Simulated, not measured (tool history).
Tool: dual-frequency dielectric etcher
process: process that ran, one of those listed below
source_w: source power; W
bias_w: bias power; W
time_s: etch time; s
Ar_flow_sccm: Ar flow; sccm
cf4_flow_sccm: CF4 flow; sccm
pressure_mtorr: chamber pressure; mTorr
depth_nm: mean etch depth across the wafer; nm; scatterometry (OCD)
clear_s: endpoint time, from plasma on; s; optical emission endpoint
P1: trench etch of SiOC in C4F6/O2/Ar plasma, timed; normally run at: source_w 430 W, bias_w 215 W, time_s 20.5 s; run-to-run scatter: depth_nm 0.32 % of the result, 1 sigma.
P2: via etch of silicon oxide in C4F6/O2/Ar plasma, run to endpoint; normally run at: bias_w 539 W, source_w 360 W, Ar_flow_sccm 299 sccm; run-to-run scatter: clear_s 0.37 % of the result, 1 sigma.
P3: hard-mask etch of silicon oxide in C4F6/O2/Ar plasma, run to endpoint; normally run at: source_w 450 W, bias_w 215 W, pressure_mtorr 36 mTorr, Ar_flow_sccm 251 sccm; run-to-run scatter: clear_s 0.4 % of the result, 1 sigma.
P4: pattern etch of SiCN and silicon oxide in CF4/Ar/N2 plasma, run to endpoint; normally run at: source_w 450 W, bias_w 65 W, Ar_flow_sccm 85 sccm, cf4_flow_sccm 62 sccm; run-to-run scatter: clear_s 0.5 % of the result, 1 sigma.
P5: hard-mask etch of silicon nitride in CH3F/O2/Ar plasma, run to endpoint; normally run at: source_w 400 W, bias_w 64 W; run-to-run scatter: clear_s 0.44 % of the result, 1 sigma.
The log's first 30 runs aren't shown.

run    day  process  source_w  bias_w  time_s  Ar_flow_sccm  cf4_flow_sccm  pressure_mtorr  hours since the last wet clean  hours since the last source power generator calibration  hours since the last bias power generator calibration  depth_nm  clear_s
 31  4.329       P2       360     539                   299                                                          390.1                                                     23.2                                                 1281.5             42.255
 32  4.521       P1       430     215    20.5                                                                        394.7                                                     27.8                                                 1286.1    47.122
 33  4.717       P1       430     215    20.5                                                                        399.4                                                     32.5                                                 1290.8    47.129
 34  4.854       P1       430     215    20.5                                                                        402.7                                                     35.8                                                 1294.1    47.062
 35  4.958       P1       430     215    20.5                                                                        405.2                                                     38.3                                                 1296.6    47.164
 36  5.112       P1       430     215    20.5                                                                        408.9                                                     42.0                                                 1300.3    47.413
     5.117  -- wet clean of the chamber
 37  5.212       P1       430     215    20.5                                                                          2.4                                                     44.4                                                 1302.7    47.633
 38  5.354       P1       430     215    20.5                                                                          5.8                                                     47.8                                                 1306.1    47.378
 39  5.533       P1       430     215    20.5                                                                         10.1                                                     52.1                                                 1310.4    47.392

The next listed run, before its measurement:
 40  5.683       P1       430     215    20.5                                                                         13.7                                                     55.7                                                 1314.0         ?

Run 40 gave depth_nm 47.558 nm.
